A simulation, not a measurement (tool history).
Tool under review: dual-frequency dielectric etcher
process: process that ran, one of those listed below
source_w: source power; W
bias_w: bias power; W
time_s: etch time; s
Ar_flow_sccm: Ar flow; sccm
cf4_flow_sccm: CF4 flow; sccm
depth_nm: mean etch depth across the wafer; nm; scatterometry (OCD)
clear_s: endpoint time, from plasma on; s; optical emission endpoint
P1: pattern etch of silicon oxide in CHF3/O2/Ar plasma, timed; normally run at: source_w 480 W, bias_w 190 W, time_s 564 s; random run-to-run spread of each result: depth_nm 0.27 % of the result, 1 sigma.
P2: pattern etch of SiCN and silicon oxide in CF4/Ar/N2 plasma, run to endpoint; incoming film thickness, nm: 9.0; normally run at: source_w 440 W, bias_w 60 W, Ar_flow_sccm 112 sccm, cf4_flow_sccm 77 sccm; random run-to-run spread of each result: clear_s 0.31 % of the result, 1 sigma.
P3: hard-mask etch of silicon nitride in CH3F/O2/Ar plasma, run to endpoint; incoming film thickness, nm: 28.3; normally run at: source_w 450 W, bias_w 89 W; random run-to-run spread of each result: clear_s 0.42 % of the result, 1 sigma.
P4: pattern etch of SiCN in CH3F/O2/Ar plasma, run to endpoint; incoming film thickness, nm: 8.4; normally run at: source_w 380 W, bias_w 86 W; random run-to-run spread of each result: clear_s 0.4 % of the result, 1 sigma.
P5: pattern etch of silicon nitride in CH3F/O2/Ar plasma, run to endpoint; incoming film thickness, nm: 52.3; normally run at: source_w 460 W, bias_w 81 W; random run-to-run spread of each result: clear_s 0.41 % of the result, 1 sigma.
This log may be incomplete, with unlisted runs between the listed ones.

run	hour	process	source_w	bias_w	time_s	Ar_flow_sccm	cf4_flow_sccm	hours since the last wet clean	hours since the last source power generator calibration	hours since the last bias power generator calibration	depth_nm	clear_s
1	4.2	P1	480	190	564			275.8	1282.5	266.4	1070.4	
2	9.3	P4	220	86				280.9	1287.6	271.5		25.809
3	13.6	P5	460	81				285.2	1291.9	275.8		71.468
4	19	P1	480	260	564			290.6	1297.3	281.2	1196.8	
5	23.5	P3	620	89				295.1	1301.8	285.7		31.361
6	29.5	P2	440	60		112	77	301.1	1307.8	291.7		11.198
7	34.1	P1	480	190	803			305.7	1312.4	296.3	1527.1	
8	38.2	P2	440	80		112	77	309.8	1316.5	300.4		10.155
9	42.8	P3	450	70				314.4	1321.1	305		38.815
10	46.2	P4	380	118				317.8	1324.5	308.4		18.561
11	50.6	P2	440	60		112	77	322.2	1328.9	312.8		11.206
12	56.4	P1	480	190	564			328	1334.7	318.6	1071.6	
13	62.4	P4	380	86				334	1340.7	324.6		20.964
14	66.4	P1	480	190	564			338	1344.7	328.6	1068.8	
15	69.2	P1	570	190	564			340.8	1347.5	331.4	1141.4	
16	74.7	P1	290	190	792.5			346.3	1353	336.9	1242.3	
17	80.2	P5	460	81				351.8	1358.5	342.4		71.845
18	85.3	P1	480	190	564			356.9	1363.6	347.5	1066.4	
19	89.8	P1	480	190	310			361.4	1368.1	352	587.91	
20	92.6	P1	340	190	564			364.2	1370.9	354.8	941.47	
21	97.1	P3	450	89				368.7	1375.4	359.3		35.868
22	103.3	P2	610	60		112	77	374.9	1381.6	365.5		8.44
23	106.9	P2	440	60		66	77	378.5	1385.2	369.1		10.385
24	110.5	P1	480	136	564			382.1	1388.8	372.7	960.87	
25	116.3	P4	380	86				387.9	1394.6	378.5		21.096
26	122.3	P5	460	64				393.9	1400.6	384.5		77.971
27	127.9	P3	450	89				399.5	1406.2	390.1		35.61
28	131.1	P2	440	60		112	108	402.7	1409.4	393.3		10.659
29	134.4	P5	660	81				406	1412.7	396.6		62.271
30	137.6	P1	480	190	564			409.2	1415.9	399.8	1071.8	
31	142.1	P1	480	190	564			413.7	1420.4	404.3	1058.1	
32	146.2	P1	480	190	564			417.8	1424.5	408.4	1058.8	
33	152	P1	480	190	564			423.6	1430.3	414.2	1051.4	
34	154.7	P1	480	190	564			426.3	1433	416.9	1052.6	
35	158.3	P1	480	190	564			429.9	1436.6	420.5	1051.5	
# hour 160.9: wet clean of the chamber
36	163	P1	480	190	564			2.2	1441.3	425.2	1054.1	
37	168.7	P1	480	190	564			7.9	1447	430.9	1048.7	

Compared with where it was, what P1 gives has crept away. Each cause listed below fits the log as well as the rest, at the size given for it:
A: source power that arrives under what is set, % = 4.01
B: bias power that arrives under what is set, % = 4.42
The creep began at about hour 137.6.
Excluded causes, each with its reason:
chamber walls in a state that lowers the etch rate, %: serviced at hour 160.9, after the change had begun; the process did not return to its earlier output

Consider the 4 single-wafer check runs listed below, results given as question marks: which one distinguishes between the causes by giving clearly different results for each?
check 1	174.4	P5	560	69								?
check 2	174.4	P3	520	89								?
check 3	174.4	P4	220	108								?
check 4	174.4	P2	550	60		112	103					?

Expected result of each check under each candidate cause:
check	result	if A	if B
check 1	clear_s	71.312	71.252
check 2	clear_s	34.327	34.341
check 3	clear_s	23.86	23.93
check 4	clear_s	9.1315	8.9252
Gap, in per cent, between the two causes that each check separates least, read from the result that separates them most: check 1 0.08 %; check 2 0.04 %; check 3 0.29 %; check 4 2.28 %
Of the check runs offered, only check 4 discriminates between the causes; the rest would read about the same regardless of which cause applies.

The results of check 4 are: clear_s 8.9292 s. Based on these, which of the listed causes is it?

B is the cause: bias power that arrives under what is set, %.
